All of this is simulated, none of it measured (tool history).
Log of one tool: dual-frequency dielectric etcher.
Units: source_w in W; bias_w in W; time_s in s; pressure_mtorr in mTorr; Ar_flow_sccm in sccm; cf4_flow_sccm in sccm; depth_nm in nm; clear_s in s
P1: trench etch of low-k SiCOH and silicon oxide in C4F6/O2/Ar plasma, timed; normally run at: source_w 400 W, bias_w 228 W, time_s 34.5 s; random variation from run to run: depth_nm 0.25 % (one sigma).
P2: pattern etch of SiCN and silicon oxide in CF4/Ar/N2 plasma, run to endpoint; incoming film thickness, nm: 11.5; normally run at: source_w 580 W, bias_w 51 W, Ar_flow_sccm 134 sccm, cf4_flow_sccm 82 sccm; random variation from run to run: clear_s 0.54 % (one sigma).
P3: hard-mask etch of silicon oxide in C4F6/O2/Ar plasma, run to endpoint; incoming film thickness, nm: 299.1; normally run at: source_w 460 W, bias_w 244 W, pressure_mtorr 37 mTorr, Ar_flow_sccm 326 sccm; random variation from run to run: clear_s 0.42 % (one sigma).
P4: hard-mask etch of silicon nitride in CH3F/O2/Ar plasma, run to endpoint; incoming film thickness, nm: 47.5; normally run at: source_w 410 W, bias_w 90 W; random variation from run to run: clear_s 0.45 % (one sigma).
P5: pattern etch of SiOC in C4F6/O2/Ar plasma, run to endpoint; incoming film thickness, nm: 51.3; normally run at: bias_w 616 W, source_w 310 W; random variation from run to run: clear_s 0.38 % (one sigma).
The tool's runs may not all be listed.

| run | hour | process | source_w | bias_w | time_s | pressure_mtorr | Ar_flow_sccm | cf4_flow_sccm | hours since the last wet clean | hours since the last source power generator calibration | hours since the last bias power generator calibration | depth_nm | clear_s |
|---|---|---|---|---|---|---|---|---|---|---|---|---|---|
| 1 | 8.2 | P1 | 400 | 228 | 34.5 |  |  |  | 455.2 | 986.9 | 495.8 | 123.7 |  |
| 2 | 19.9 | P3 | 460 | 244 |  | 45 | 326 |  | 466.9 | 998.6 | 507.5 |  | 86.588 |
| 3 | 33.1 | P1 | 530 | 228 | 34.5 |  |  |  | 480.1 | 1011.8 | 520.7 | 137.61 |  |
| 4 | 50.1 | P2 | 580 | 62 |  |  | 134 | 82 | 497.1 | 1028.8 | 537.7 |  | 11.424 |
| 5 | 65.4 | P1 | 290 | 228 | 34.5 |  |  |  | 512.4 | 1044.1 | 553 | 109.28 |  |
| 6 | 83.6 | P2 | 580 | 51 |  |  | 186 | 82 | 530.6 | 1062.3 | 571.2 |  | 12.955 |
| 7 | 93.6 | P5 | 310 | 800 |  |  |  |  | 540.6 | 1072.3 | 581.2 |  | 15.599 |
| 8 | 108.2 | P2 | 580 | 51 |  |  | 134 | 82 | 555.2 | 1086.9 | 595.8 |  | 12.155 |
| 9 | 127 | P3 | 460 | 161 |  | 37 | 326 |  | 574 | 1105.7 | 614.6 |  | 97.19 |
| 10 | 145.4 | P3 | 460 | 244 |  | 37 | 426 |  | 592.4 | 1124.1 | 633 |  | 87.53 |
|  | 154.1 | source power generator calibrated |
| 11 | 157.5 | P5 | 230 | 616 |  |  |  |  | 604.5 | 3.5 | 645.1 |  | 19.375 |
| 12 | 176.7 | P1 | 400 | 228 | 34.5 |  |  |  | 623.7 | 22.7 | 664.3 | 123.7 |  |
| 13 | 192.1 | P2 | 740 | 51 |  |  | 134 | 82 | 639.1 | 38.1 | 679.7 |  | 9.7653 |
| 14 | 205.1 | P3 | 460 | 244 |  | 37 | 326 |  | 652.1 | 51.1 | 692.7 |  | 84.089 |
| 15 | 217.1 | P1 | 500 | 187 | 34.5 |  |  |  | 664.1 | 63.1 | 704.7 | 126.43 |  |
| 16 | 233.9 | P1 | 400 | 228 | 19 |  |  |  | 680.9 | 79.9 | 721.5 | 68.27 |  |
| 17 | 248.1 | P1 | 400 | 228 | 34.5 |  |  |  | 695.1 | 94.1 | 735.7 | 123.71 |  |
| 18 | 259.8 | P1 | 400 | 278 | 34.5 |  |  |  | 706.8 | 105.8 | 747.4 | 131.93 |  |
| 19 | 273.7 | P4 | 410 | 65 |  |  |  |  | 720.7 | 119.7 | 761.3 |  | 72.633 |
| 20 | 291.7 | P4 | 500 | 90 |  |  |  |  | 738.7 | 137.7 | 779.3 |  | 60.488 |
| 21 | 300.2 | P1 | 400 | 228 | 34.5 |  |  |  | 747.2 | 146.2 | 787.8 | 123.43 |  |
| 22 | 315 | P1 | 400 | 228 | 34.5 |  |  |  | 762 | 161 | 802.6 | 123.58 |  |
| 23 | 323.6 | P2 | 580 | 51 |  |  | 134 | 82 | 770.6 | 169.6 | 811.2 |  | 12.157 |

The next listed run, before its measurement:
| 24 | 338.7 | P5 | 310 | 616 |  |  |  |  | 785.7 | 184.7 | 826.3 |  | ? |

clear_s: 17.302 s
